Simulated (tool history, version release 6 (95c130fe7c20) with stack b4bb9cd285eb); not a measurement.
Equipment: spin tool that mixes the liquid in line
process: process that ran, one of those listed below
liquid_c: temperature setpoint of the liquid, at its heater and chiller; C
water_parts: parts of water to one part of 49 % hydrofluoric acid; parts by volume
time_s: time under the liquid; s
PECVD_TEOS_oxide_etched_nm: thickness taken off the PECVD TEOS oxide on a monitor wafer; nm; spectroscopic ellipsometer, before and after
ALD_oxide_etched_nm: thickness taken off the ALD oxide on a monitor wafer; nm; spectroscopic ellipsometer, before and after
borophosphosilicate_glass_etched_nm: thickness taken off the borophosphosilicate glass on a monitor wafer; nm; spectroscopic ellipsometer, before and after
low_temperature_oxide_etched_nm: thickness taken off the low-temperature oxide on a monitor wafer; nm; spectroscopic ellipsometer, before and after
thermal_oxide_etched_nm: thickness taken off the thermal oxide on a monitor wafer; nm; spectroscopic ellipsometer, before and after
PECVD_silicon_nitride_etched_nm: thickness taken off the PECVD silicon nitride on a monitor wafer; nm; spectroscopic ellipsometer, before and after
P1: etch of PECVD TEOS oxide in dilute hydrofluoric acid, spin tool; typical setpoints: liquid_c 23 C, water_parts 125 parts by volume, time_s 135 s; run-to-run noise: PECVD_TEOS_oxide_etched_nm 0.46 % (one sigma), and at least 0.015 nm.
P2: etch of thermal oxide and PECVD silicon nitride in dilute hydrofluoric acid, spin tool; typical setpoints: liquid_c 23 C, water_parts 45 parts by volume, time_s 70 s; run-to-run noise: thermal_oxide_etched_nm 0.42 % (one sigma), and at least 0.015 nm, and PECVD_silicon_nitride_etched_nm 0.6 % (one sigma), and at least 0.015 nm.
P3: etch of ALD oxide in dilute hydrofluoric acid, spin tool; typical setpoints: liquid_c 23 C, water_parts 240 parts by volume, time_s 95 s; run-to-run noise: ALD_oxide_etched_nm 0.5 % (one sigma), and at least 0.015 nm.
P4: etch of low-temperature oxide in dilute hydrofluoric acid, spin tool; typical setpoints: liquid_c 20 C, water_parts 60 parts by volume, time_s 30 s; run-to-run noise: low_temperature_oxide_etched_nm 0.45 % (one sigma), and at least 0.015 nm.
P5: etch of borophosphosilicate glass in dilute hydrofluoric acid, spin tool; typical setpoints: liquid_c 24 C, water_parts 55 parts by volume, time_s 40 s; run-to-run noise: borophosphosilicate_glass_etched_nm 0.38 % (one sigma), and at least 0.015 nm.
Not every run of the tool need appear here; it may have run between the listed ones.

run,hour,process,liquid_c,water_parts,time_s,hours since the thermometer was replaced,hours since the hydrofluoric acid flow meter was replaced,PECVD_TEOS_oxide_etched_nm,ALD_oxide_etched_nm,borophosphosilicate_glass_etched_nm,low_temperature_oxide_etched_nm,thermal_oxide_etched_nm,PECVD_silicon_nitride_etched_nm
1,6.7,P1,23,125,135,794.4,415.6,17.251,,,,,
2,14.6,P1,17,125,135,802.3,423.5,13.477,,,,,
3,20.3,P1,23,205,135,808,429.2,9.6678,,,,,
4,26.8,P3,23,430,95,814.5,435.7,,3.2469,,,,
5,35.6,P3,18,240,95,823.3,444.5,,5.7338,,,,
6,42.2,P5,24,55,40,829.9,451.1,,,24.238,,,
7,48.4,P1,23,125,135,836.1,457.3,17.298,,,,,
8,58,P1,23,125,135,845.7,466.9,17.301,,,,,
9,66.5,P4,20,60,30,854.2,475.4,,,,12.883,,
10,73.3,P5,32.5,55,40,861,482.2,,,33.739,,,
11,78.4,P4,20,105,30,866.1,487.3,,,,6.9804,,
12,86.8,P1,23,125,135,874.5,495.7,17.402,,,,,
13,94.7,P5,24,55,60,882.4,503.6,,,36.103,,,
14,100.2,P1,23,125,135,887.9,509.1,17.24,,,,,
15,104.8,P1,17.5,125,200,892.5,513.7,20.443,,,,,
16,109.3,P5,24,55,40,897,518.2,,,24.187,,,
17,113.9,P4,17,60,30,901.6,522.8,,,,11.349,,
18,120.4,P5,24,95,40,908.1,529.3,,,13.284,,,
19,129.4,P2,30.5,45,70,917.1,538.3,,,,,10.358,7.2074
20,135.5,P2,23,45,40,923.2,544.4,,,,,4.4262,2.5307
21,143.7,P1,23,125,135,931.4,552.6,17.192,,,,,
22,148.1,P1,28.5,175,135,935.8,557,14.2,,,,,
23,157.6,P3,23,240,95,945.3,566.5,,6.888,,,,
24,161.9,P3,23,240,15,949.6,570.8,,1.0786,,,,
25,169.9,P1,23,60,135,957.6,578.8,38.906,,,,,
26,176.1,P4,20,60,55,963.8,585,,,,23.498,,
27,181.2,P1,23,125,265,968.9,590.1,33.844,,,,,
28,187.9,P2,23,45,70,975.6,596.8,,,,,7.6567,4.455
29,193.6,P2,23,70,70,981.3,602.5,,,,,4.7888,2.8494
30,200.2,P1,23,125,15,987.9,609.1,1.9367,,,,,
31,206.7,P1,30.5,125,135,994.4,615.6,22.73,,,,,
32,212.9,P1,23,125,135,1000.6,621.8,17.003,,,,,
33,222.6,P1,23,125,135,1010.3,631.5,16.685,,,,,
34,229.8,P1,23,125,135,1017.5,638.7,16.422,,,,,
35,238.5,P1,23,125,135,1026.2,647.4,16.152,,,,,
36,243.8,P1,23,125,135,1031.5,652.7,16.037,,,,,
37,252.6,P1,23,125,135,1040.3,661.5,16.131,,,,,

For run 38, what comes out?
38,257.5,P1,23,125,135,1045.2,666.4,?,,,,,

{"run 38": {"PECVD_TEOS_oxide_etched_nm": 15.955}}
